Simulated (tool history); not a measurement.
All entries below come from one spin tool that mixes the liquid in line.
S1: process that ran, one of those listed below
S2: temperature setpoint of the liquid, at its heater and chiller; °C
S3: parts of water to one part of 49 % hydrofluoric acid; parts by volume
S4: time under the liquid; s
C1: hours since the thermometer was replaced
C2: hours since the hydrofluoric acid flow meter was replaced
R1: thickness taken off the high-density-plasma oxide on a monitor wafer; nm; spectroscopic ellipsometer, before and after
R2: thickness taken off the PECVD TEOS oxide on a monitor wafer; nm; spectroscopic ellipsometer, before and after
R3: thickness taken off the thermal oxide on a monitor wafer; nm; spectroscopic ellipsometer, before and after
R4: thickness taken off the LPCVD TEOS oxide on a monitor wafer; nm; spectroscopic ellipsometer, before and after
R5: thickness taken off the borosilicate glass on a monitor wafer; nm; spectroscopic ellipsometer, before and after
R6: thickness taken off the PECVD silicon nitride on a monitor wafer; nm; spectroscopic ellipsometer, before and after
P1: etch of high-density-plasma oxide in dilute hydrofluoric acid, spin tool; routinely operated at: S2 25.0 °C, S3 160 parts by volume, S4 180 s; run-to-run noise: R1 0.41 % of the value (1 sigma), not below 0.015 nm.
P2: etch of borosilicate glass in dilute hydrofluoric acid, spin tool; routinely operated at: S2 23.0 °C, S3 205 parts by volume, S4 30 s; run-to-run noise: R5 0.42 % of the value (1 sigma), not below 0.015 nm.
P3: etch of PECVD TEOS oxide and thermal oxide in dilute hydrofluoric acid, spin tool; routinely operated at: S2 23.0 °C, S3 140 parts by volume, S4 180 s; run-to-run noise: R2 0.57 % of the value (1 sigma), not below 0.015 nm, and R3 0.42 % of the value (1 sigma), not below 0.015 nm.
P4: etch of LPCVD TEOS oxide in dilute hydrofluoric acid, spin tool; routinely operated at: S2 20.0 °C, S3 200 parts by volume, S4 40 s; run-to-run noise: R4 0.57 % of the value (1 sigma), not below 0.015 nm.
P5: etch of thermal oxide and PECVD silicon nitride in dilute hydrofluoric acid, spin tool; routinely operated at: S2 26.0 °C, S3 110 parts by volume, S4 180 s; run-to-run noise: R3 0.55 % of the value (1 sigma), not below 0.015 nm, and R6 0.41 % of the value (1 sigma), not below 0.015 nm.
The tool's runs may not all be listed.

{"run": 1, "hour": 9.3, "S1": "P1", "S2": 25.0, "S3": 160, "S4": 180, "C1": 1629.9, "C2": 509.9, "R1": 7.7872}
{"run": 2, "hour": 15.8, "S1": "P1", "S2": 25.0, "S3": 160, "S4": 180, "C1": 1636.4, "C2": 516.4, "R1": 7.6969}
{"run": 3, "hour": 22.6, "S1": "P3", "S2": 23.0, "S3": 140, "S4": 325, "C1": 1643.2, "C2": 523.2, "R2": 30.617, "R3": 10.342}
{"run": 4, "hour": 29.5, "S1": "P1", "S2": 25.0, "S3": 95, "S4": 180, "C1": 1650.1, "C2": 530.1, "R1": 14.156}
{"run": 5, "hour": 37.1, "S1": "P4", "S2": 20.0, "S3": 60, "S4": 40, "C1": 1657.7, "C2": 537.7, "R4": 27.286}
{"run": 6, "hour": 46.0, "S1": "P1", "S2": 25.0, "S3": 290, "S4": 40, "C1": 1666.6, "C2": 546.6, "R1": 0.83889}
{"run": 7, "hour": 52.3, "S1": "P2", "S2": 23.0, "S3": 205, "S4": 30, "C1": 1672.9, "C2": 552.9, "R5": 5.6188}
{"run": 8, "hour": 57.3, "S1": "P5", "S2": 20.5, "S3": 110, "S4": 180, "C1": 1677.9, "C2": 557.9, "R3": 6.6277, "R6": 6.9828}
{"run": 9, "hour": 65.7, "S1": "P2", "S2": 17.0, "S3": 205, "S4": 30, "C1": 1686.3, "C2": 566.3, "R5": 4.4265}
{"run": 10, "hour": 73.6, "S1": "P1", "S2": 25.0, "S3": 225, "S4": 180, "C1": 1694.2, "C2": 574.2, "R1": 5.1097}
{"run": 11, "hour": 80.5, "S1": "P5", "S2": 26.0, "S3": 110, "S4": 180, "C1": 1701.1, "C2": 581.1, "R3": 8.3184, "R6": 10.018}
{"run": 12, "hour": 86.1, "S1": "P1", "S2": 25.0, "S3": 160, "S4": 180, "C1": 1706.7, "C2": 586.7, "R1": 7.783}
{"run": 13, "hour": 93.1, "S1": "P5", "S2": 26.0, "S3": 110, "S4": 180, "C1": 1713.7, "C2": 593.7, "R3": 8.239, "R6": 10.086}
{"run": 14, "hour": 101.6, "S1": "P2", "S2": 23.0, "S3": 65, "S4": 30, "C1": 1722.2, "C2": 602.2, "R5": 20.764}
{"run": 15, "hour": 113.2, "S1": "P1", "S2": 25.0, "S3": 160, "S4": 180, "C1": 1733.8, "C2": 613.8, "R1": 7.7549}
{"run": 16, "hour": 122.5, "S1": "P2", "S2": 23.0, "S3": 205, "S4": 15, "C1": 1743.1, "C2": 623.1, "R5": 2.8177}
{"run": 17, "hour": 130.2, "S1": "P3", "S2": 23.0, "S3": 140, "S4": 180, "C1": 1750.8, "C2": 630.8, "R2": 16.966, "R3": 5.7}
{"run": 18, "hour": 139.9, "S1": "P1", "S2": 32.0, "S3": 160, "S4": 180, "C1": 1760.5, "C2": 640.5, "R1": 10.012}
{"run": 19, "hour": 151.0, "S1": "P4", "S2": 20.0, "S3": 200, "S4": 15, "C1": 1771.6, "C2": 651.6, "R4": 2.6141}
{"run": 20, "hour": 160.1, "S1": "P1", "S2": 25.0, "S3": 160, "S4": 295, "C1": 1780.7, "C2": 660.7, "R1": 12.73}
{"run": 21, "hour": 167.3, "S1": "P3", "S2": 17.0, "S3": 140, "S4": 180, "C1": 1787.9, "C2": 667.9, "R2": 13.305, "R3": 4.537}
{"run": 22, "hour": 172.6, "S1": "P1", "S2": 25.0, "S3": 160, "S4": 15, "C1": 1793.2, "C2": 673.2, "R1": 0.66406}
{"run": 23, "hour": 180.6, "S1": "P4", "S2": 27.0, "S3": 200, "S4": 40, "C1": 1801.2, "C2": 681.2, "R4": 8.9418}
{"run": 24, "hour": 192.1, "S1": "P3", "S2": 23.0, "S3": 140, "S4": 180, "C1": 1812.7, "C2": 692.7, "R2": 17.02, "R3": 5.7466}
{"run": 25, "hour": 202.4, "S1": "P5", "S2": 26.0, "S3": 30, "S4": 180, "C1": 1823.0, "C2": 703.0, "R3": 33.745, "R6": 36.395}
{"run": 26, "hour": 213.7, "S1": "P4", "S2": 20.0, "S3": 200, "S4": 40, "C1": 1834.3, "C2": 714.3, "R4": 6.9326}
{"run": 27, "hour": 224.9, "S1": "P1", "S2": 25.0, "S3": 265, "S4": 90, "C1": 1845.5, "C2": 725.5, "R1": 2.1055}
{"run": 28, "hour": 235.6, "S1": "P4", "S2": 20.0, "S3": 200, "S4": 40, "C1": 1856.2, "C2": 736.2, "R4": 7.0658}
{"run": 29, "hour": 246.2, "S1": "P5", "S2": 26.0, "S3": 110, "S4": 355, "C1": 1866.8, "C2": 746.8, "R3": 16.174, "R6": 19.713}
{"run": 30, "hour": 251.4, "S1": "P1", "S2": 25.0, "S3": 160, "S4": 180, "C1": 1872.0, "C2": 752.0, "R1": 7.7271}
{"run": 31, "hour": 260.4, "S1": "P1", "S2": 17.5, "S3": 160, "S4": 180, "C1": 1881.0, "C2": 761.0, "R1": 5.8037}
{"run": 32, "hour": 269.4, "S1": "P3", "S2": 23.0, "S3": 210, "S4": 180, "C1": 1890.0, "C2": 770.0, "R2": 10.396, "R3": 3.5586}
{"run": 33, "hour": 276.5, "S1": "P1", "S2": 25.0, "S3": 160, "S4": 180, "C1": 1897.1, "C2": 777.1, "R1": 7.7112}
{"run": 34, "hour": 282.6, "S1": "P1", "S2": 25.0, "S3": 160, "S4": 180, "C1": 1903.2, "C2": 783.2, "R1": 7.5702}
{"run": 35, "hour": 288.5, "S1": "P1", "S2": 25.0, "S3": 160, "S4": 180, "C1": 1909.1, "C2": 789.1, "R1": 7.4467}
{"run": 36, "hour": 295.6, "S1": "P1", "S2": 25.0, "S3": 160, "S4": 180, "C1": 1916.2, "C2": 796.2, "R1": 7.3368}
{"run": 37, "hour": 304.6, "S1": "P1", "S2": 25.0, "S3": 160, "S4": 180, "C1": 1925.2, "C2": 805.2, "R1": 7.2127}
{"run": 38, "hour": 309.7, "S1": "P1", "S2": 25.0, "S3": 160, "S4": 180, "C1": 1930.3, "C2": 810.3, "R1": 7.2609}
{"run": 39, "hour": 317.2, "S1": "P1", "S2": 25.0, "S3": 160, "S4": 180, "C1": 1937.8, "C2": 817.8, "R1": 7.1538}
{"run": 40, "hour": 327.3, "S1": "P1", "S2": 25.0, "S3": 160, "S4": 180, "C1": 1947.9, "C2": 827.9, "R1": 7.0745}
{"run": 41, "hour": 338.3, "S1": "P1", "S2": 25.0, "S3": 160, "S4": 180, "C1": 1958.9, "C2": 838.9, "R1": 7.1516}
{"run": 42, "hour": 343.4, "S1": "P1", "S2": 25.0, "S3": 160, "S4": 180, "C1": 1964.0, "C2": 844.0, "R1": 7.0884}
{"run": 43, "hour": 353.7, "S1": "P1", "S2": 25.0, "S3": 160, "S4": 180, "C1": 1974.3, "C2": 854.3, "R1": 7.1099}

What P1 gives has crept off from where it sat before. The 2 causes that follow fit the log equally well, each at the size noted:
A: hydrofluoric acid flow below the setpoint (%) = 7.25
B: liquid colder than its thermometer reads (K) = 2.36
The gradual shift began around hour 276.5.

Question marks stand in for the results of the 4 check runs listed below, each run on one wafer. Under which run would the listed causes show clearly different results?
{"run": "check 1", "hour": 364.0, "S1": "P3", "S2": 17.5, "S3": 140, "S4": 180, "R2": "?", "R3": "?"}
{"run": "check 2", "hour": 364.0, "S1": "P4", "S2": 27.0, "S3": 200, "S4": 15, "R4": "?"}
{"run": "check 3", "hour": 364.0, "S1": "P5", "S2": 26.0, "S3": 110, "S4": 340, "R3": "?", "R6": "?"}
{"run": "check 4", "hour": 364.0, "S1": "P2", "S2": 19.0, "S3": 205, "S4": 15, "R5": "?"}

Outcome of each check run for each possible cause:
check=check_1 result=R2 if_A=12.482 if_B=12.335
check=check_1 result=R3 if_A=4.2150 if_B=4.1651
check=check_2 result=R4 if_A=3.0948 if_B=3.1183
check=check_3 result=R3 if_A=14.2840 if_B=14.1980
check=check_3 result=R6 if_A=17.5970 if_B=16.2620
check=check_4 result=R5 if_A=2.2066 if_B=2.2008
Separation of the two closest causes in each check, using whichever result separates them best: check 1 1.19 %; check 2 0.76 %; check 3 7.89 %; check 4 0.26 %
Check 3 distinguishes between the causes, while the remaining checks would return nearly the same result for all of them.

Running check 3 produced the following: R3 14.2170 nm; R6 17.6220 nm. Which one of the listed causes fits?

It was cause A: hydrofluoric acid flow below the setpoint (%).
